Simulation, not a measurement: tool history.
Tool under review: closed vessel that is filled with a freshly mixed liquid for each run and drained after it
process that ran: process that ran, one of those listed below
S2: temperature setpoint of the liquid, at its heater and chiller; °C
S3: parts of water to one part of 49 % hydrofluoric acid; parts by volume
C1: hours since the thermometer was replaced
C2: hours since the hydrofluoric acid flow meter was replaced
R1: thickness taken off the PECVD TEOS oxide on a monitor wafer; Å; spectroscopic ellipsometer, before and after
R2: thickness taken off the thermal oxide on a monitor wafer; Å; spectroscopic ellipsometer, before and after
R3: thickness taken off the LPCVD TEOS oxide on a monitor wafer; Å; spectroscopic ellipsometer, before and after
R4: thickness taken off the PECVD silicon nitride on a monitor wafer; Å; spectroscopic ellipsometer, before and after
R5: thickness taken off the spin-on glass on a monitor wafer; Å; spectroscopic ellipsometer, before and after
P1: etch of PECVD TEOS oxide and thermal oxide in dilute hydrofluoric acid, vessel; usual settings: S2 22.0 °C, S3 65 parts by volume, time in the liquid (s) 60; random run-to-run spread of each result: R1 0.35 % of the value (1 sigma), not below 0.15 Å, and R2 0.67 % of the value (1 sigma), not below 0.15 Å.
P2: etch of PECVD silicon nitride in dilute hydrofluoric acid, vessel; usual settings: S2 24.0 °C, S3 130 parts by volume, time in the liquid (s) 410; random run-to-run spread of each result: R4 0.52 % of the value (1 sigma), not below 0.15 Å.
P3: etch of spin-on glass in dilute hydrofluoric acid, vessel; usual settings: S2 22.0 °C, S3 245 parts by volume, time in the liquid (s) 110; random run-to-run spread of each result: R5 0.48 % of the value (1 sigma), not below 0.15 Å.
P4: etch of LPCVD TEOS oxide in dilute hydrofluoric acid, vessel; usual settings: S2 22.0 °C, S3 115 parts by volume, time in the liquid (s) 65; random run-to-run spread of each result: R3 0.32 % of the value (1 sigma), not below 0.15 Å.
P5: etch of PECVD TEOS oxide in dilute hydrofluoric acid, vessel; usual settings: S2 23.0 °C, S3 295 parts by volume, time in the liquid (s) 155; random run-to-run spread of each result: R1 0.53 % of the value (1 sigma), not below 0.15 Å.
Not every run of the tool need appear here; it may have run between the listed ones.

run 1 hour=13.1 | process_that_ran=P1 S2=22.0 S3=65 time_in_the_liquid_(s)=60 | C1=415.0 C2=1349.2 | R1=166.020 R2=41.867
run 2 hour=22.4 | process_that_ran=P1 S2=22.0 S3=65 time_in_the_liquid_(s)=60 | C1=424.3 C2=1358.5 | R1=167.150 R2=41.689
run 3 hour=34.1 | process_that_ran=P4 S2=22.0 S3=115 time_in_the_liquid_(s)=65 | C1=436.0 C2=1370.2 | R3=114.04
run 4 hour=44.7 | process_that_ran=P5 S2=23.0 S3=70 time_in_the_liquid_(s)=155 | C1=446.6 C2=1380.8 | R1=603.580
run 5 hour=52.1 | process_that_ran=P2 S2=31.0 S3=130 time_in_the_liquid_(s)=410 | C1=454.0 C2=1388.2 | R4=111.500
run 6 hour=63.7 | process_that_ran=P1 S2=22.0 S3=65 time_in_the_liquid_(s)=60 | C1=465.6 C2=1399.8 | R1=166.330 R2=42.039
run 7 hour=75.8 | process_that_ran=P5 S2=31.0 S3=295 time_in_the_liquid_(s)=155 | C1=477.7 C2=1411.9 | R1=146.250
run 8 hour=84.1 | process_that_ran=P1 S2=22.0 S3=65 time_in_the_liquid_(s)=60 | C1=486.0 C2=1420.2 | R1=166.740 R2=41.830
run 9 hour=94.8 | process_that_ran=P1 S2=22.0 S3=65 time_in_the_liquid_(s)=85 | C1=496.7 C2=1430.9 | R1=236.890 R2=58.797
run 10 hour=104.1 | process_that_ran=P3 S2=22.0 S3=245 time_in_the_liquid_(s)=110 | C1=506.0 C2=1440.2 | R5=155.950
run 11 hour=111.1 | process_that_ran=P3 S2=29.0 S3=245 time_in_the_liquid_(s)=110 | C1=513.0 C2=1447.2 | R5=203.070
run 12 hour=118.4 | process_that_ran=P1 S2=22.0 S3=65 time_in_the_liquid_(s)=60 | C1=520.3 C2=1454.5 | R1=165.970 R2=41.884
run 13 hour=124.9 | process_that_ran=P5 S2=23.0 S3=295 time_in_the_liquid_(s)=155 | C1=526.8 C2=1461.0 | R1=111.590
run 14 hour=138.6 | process_that_ran=P5 S2=23.0 S3=295 time_in_the_liquid_(s)=305 | C1=540.5 C2=1474.7 | R1=219.750
run 15 hour=148.3 | process_that_ran=P2 S2=24.0 S3=130 time_in_the_liquid_(s)=660 | C1=550.2 C2=1484.4 | R4=115.960
run 16 hour=157.3 | process_that_ran=P1 S2=25.5 S3=65 time_in_the_liquid_(s)=30 | C1=559.2 C2=1493.4 | R1=95.998 R2=23.929
run 17 hour=170.9 | process_that_ran=P3 S2=22.0 S3=245 time_in_the_liquid_(s)=30 | C1=572.8 C2=1507.0 | R5=42.829
run 18 hour=184.3 | process_that_ran=P4 S2=22.0 S3=115 time_in_the_liquid_(s)=130 | C1=586.2 C2=1520.4 | R3=225.61
run 19 hour=198.3 | process_that_ran=P1 S2=22.0 S3=65 time_in_the_liquid_(s)=60 | C1=600.2 C2=1534.4 | R1=165.100 R2=42.224
run 20 hour=206.5 | process_that_ran=P1 S2=26.5 S3=110 time_in_the_liquid_(s)=60 | C1=608.4 C2=1542.6 | R1=111.020 R2=28.075
run 21 hour=217.9 | process_that_ran=P1 S2=29.0 S3=65 time_in_the_liquid_(s)=60 | C1=619.8 C2=1554.0 | R1=220.360 R2=55.550
run 22 hour=231.4 | process_that_ran=P1 S2=22.0 S3=35 time_in_the_liquid_(s)=60 | C1=633.3 C2=1567.5 | R1=322.510 R2=81.298
run 23 hour=244.8 | process_that_ran=P1 S2=22.0 S3=65 time_in_the_liquid_(s)=60 | C1=646.7 C2=1580.9 | R1=166.340 R2=42.070
run 24 hour=251.2 | process_that_ran=P3 S2=22.0 S3=75 time_in_the_liquid_(s)=110 | C1=653.1 C2=1587.3 | R5=613.220
run 25 hour=260.5 | process_that_ran=P2 S2=24.0 S3=55 time_in_the_liquid_(s)=410 | C1=662.4 C2=1596.6 | R4=168.040
run 26 hour=271.3 | process_that_ran=P1 S2=17.0 S3=65 time_in_the_liquid_(s)=60 | C1=673.2 C2=1607.4 | R1=135.220 R2=33.650
run 27 hour=281.9 | process_that_ran=P1 S2=17.0 S3=65 time_in_the_liquid_(s)=30 | C1=683.8 C2=1618.0 | R1=67.280 R2=16.735
run 28 hour=295.1 | process_that_ran=P4 S2=22.0 S3=25 time_in_the_liquid_(s)=65 | C1=697.0 C2=1631.2 | R3=582.18
run 29 hour=304.7 | process_that_ran=P1 S2=22.0 S3=110 time_in_the_liquid_(s)=60 | C1=706.6 C2=1640.8 | R1=92.467 R2=23.770
run 30 hour=314.1 | process_that_ran=P5 S2=23.0 S3=295 time_in_the_liquid_(s)=155 | C1=716.0 C2=1650.2 | R1=112.420
run 31 hour=320.9 | process_that_ran=P4 S2=28.0 S3=115 time_in_the_liquid_(s)=65 | C1=722.8 C2=1657.0 | R3=142.46
run 32 hour=333.6 | process_that_ran=P2 S2=24.0 S3=130 time_in_the_liquid_(s)=410 | C1=735.5 C2=1669.7 | R4=71.046
run 33 hour=342.7 | process_that_ran=P1 S2=22.0 S3=65 time_in_the_liquid_(s)=30 | C1=744.6 C2=1678.8 | R1=83.182 R2=20.879
run 34 hour=350.0 | process_that_ran=P1 S2=22.0 S3=65 time_in_the_liquid_(s)=60 | C1=751.9 C2=1686.1 | R1=166.810 R2=41.871
run 35 hour=363.5 | process_that_ran=P1 S2=22.0 S3=65 time_in_the_liquid_(s)=60 | C1=765.4 C2=1699.6 | R1=173.380 R2=43.207
run 36 hour=374.6 | process_that_ran=P1 S2=22.0 S3=65 time_in_the_liquid_(s)=60 | C1=776.5 C2=1710.7 | R1=175.980 R2=43.873
run 37 hour=383.7 | process_that_ran=P1 S2=22.0 S3=65 time_in_the_liquid_(s)=60 | C1=785.6 C2=1719.8 | R1=176.550 R2=44.504
run 38 hour=397.5 | process_that_ran=P1 S2=22.0 S3=65 time_in_the_liquid_(s)=60 | C1=799.4 C2=1733.6 | R1=176.950 R2=45.066
run 39 hour=408.3 | process_that_ran=P1 S2=22.0 S3=65 time_in_the_liquid_(s)=60 | C1=810.2 C2=1744.4 | R1=178.160 R2=44.930
run 40 hour=414.7 | process_that_ran=P1 S2=22.0 S3=65 time_in_the_liquid_(s)=60 | C1=816.6 C2=1750.8 | R1=177.010 R2=44.324
run 41 hour=423.0 | process_that_ran=P1 S2=22.0 S3=65 time_in_the_liquid_(s)=60 | C1=824.9 C2=1759.1 | R1=177.840 R2=45.235

The output of P1 has drifted from where it used to be. Each of the 2 causes below, taken at the size shown beside it, accounts for the log equally well:
A: hydrofluoric acid flow above the setpoint (%) = 6.65
B: liquid hotter than its thermometer reads (K) = 1.7
The gradual shift began around hour 350.0.

Which of the 4 check runs listed below separates the causes, so that each cause would produce a clearly different result? Each run uses one wafer, and its results are marked with question marks.
run check 1 hour=431.3 | process_that_ran=P2 S2=30.5 S3=130 time_in_the_liquid_(s)=410 | R4=?
run check 2 hour=431.3 | process_that_ran=P3 S2=22.0 S3=105 time_in_the_liquid_(s)=110 | R5=?
run check 3 hour=431.3 | process_that_ran=P4 S2=22.0 S3=25 time_in_the_liquid_(s)=65 | R3=?
run check 4 hour=431.3 | process_that_ran=P5 S2=23.0 S3=130 time_in_the_liquid_(s)=155 | R1=?

Outcome of each check run for each possible cause:
check=check_1 result=R4 if_A=115.520 if_B=120.070
check=check_2 result=R5 if_A=455.250 if_B=453.320
check=check_3 result=R3 if_A=621.34 if_B=624.85
check=check_4 result=R1 if_A=325.210 if_B=322.690
Per check, the gap between the least separated pair of causes, taken in the result that splits them most: check 1 3.86 %; check 2 0.42 %; check 3 0.56 %; check 4 0.78 %
The causes can be told apart only by check 1. The other checks would give nearly the same results under each of them.

Here is what check 1 returned: R4 119.890 Å. Which cause is it?

Of the candidate causes, it is B: liquid hotter than its thermometer reads (K).

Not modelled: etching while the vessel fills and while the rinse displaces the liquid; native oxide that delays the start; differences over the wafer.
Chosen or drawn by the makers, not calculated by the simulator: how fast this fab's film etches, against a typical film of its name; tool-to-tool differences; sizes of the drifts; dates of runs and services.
